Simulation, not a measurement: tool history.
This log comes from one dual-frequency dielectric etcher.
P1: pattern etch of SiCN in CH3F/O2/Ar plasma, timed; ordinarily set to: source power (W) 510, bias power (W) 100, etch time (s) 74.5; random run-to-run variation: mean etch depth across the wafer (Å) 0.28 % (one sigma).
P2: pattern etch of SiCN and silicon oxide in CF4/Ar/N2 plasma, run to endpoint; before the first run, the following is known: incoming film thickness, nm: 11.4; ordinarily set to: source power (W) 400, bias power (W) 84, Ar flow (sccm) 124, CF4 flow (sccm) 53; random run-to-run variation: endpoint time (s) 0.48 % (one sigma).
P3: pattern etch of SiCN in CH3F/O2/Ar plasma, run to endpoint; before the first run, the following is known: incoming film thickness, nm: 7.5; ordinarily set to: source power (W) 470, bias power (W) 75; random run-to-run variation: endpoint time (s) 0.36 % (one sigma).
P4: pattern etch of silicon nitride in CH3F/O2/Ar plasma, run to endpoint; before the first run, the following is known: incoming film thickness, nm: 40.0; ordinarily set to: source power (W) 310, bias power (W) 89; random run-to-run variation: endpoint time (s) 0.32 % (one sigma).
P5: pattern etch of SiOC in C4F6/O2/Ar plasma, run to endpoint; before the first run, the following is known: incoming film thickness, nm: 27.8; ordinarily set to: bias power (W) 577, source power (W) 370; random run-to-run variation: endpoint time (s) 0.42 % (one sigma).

run,hour,process that ran,source power (W),bias power (W),etch time (s),Ar flow (sccm),CF4 flow (sccm),hours since the last wet clean,hours since the last source power generator calibration,hours since the last bias power generator calibration,mean etch depth across the wafer (Å),endpoint time (s)
1,6.6,P1,510,100,74.5,,,228.7,474.5,1114.9,342.78,
2,12.1,P1,510,100,74.5,,,234.2,480,1120.4,341.22,
3,18.2,P3,470,75,,,,240.3,486.1,1126.5,,18.268
4,26.9,P5,510,577,,,,249,494.8,1135.2,,8.4885
5,36.4,P1,330,100,74.5,,,258.5,504.3,1144.7,291.15,
6,42.9,P2,400,84,,124,53,265,510.8,1151.2,,15.314
7,50.3,P1,510,84,41,,,272.4,518.2,1158.6,177.12,
8,54.5,P2,400,84,,124,53,276.6,522.4,1162.8,,15.305
9,61,P4,310,89,,,,283.1,528.9,1169.3,,60.444
10,68.5,P2,320,84,,124,53,290.6,536.4,1176.8,,18.631
11,76.5,P1,660,100,74.5,,,298.6,544.4,1184.8,376.78,
12,80.8,P2,400,84,,84,53,302.9,548.7,1189.1,,14.441
13,86.6,P1,510,100,96.5,,,308.7,554.5,1194.9,442.84,
14,93.2,P1,510,63,74.5,,,315.3,561.1,1201.5,292,
15,102,P3,470,48,,,,324.1,569.9,1210.3,,21.175
16,109.2,P1,510,100,74.5,,,331.3,577.1,1217.5,341.27,
17,115.9,P1,510,100,74.5,,,338,583.8,1224.2,343.34,
18,120.2,P4,310,89,,,,342.3,588.1,1228.5,,60.616
19,125.8,P4,310,62,,,,347.9,593.7,1234.1,,68.72
20,131.8,P1,510,100,74.5,,,353.9,599.7,1240.1,341.37,
21,137.8,P5,370,577,,,,359.9,605.7,1246.1,,9.5021
22,142.9,P2,400,84,,124,40,365,610.8,1251.2,,15.935
23,151,P1,510,138,74.5,,,373.1,618.9,1259.3,387.28,
24,157.9,P1,510,100,43.5,,,380,625.8,1266.2,199.64,
25,165.2,P2,400,56,,124,53,387.3,633.1,1273.5,,17.515
26,171.9,P1,510,100,74.5,,,394,639.8,1280.2,341.83,
27,177.4,P5,370,577,,,,399.5,645.3,1285.7,,9.4857

What will run 28 give?
28,182.6,P3,290,75,,,,404.7,650.5,1290.9,,?

{"run 28": {"endpoint time (s)": 21.809}}
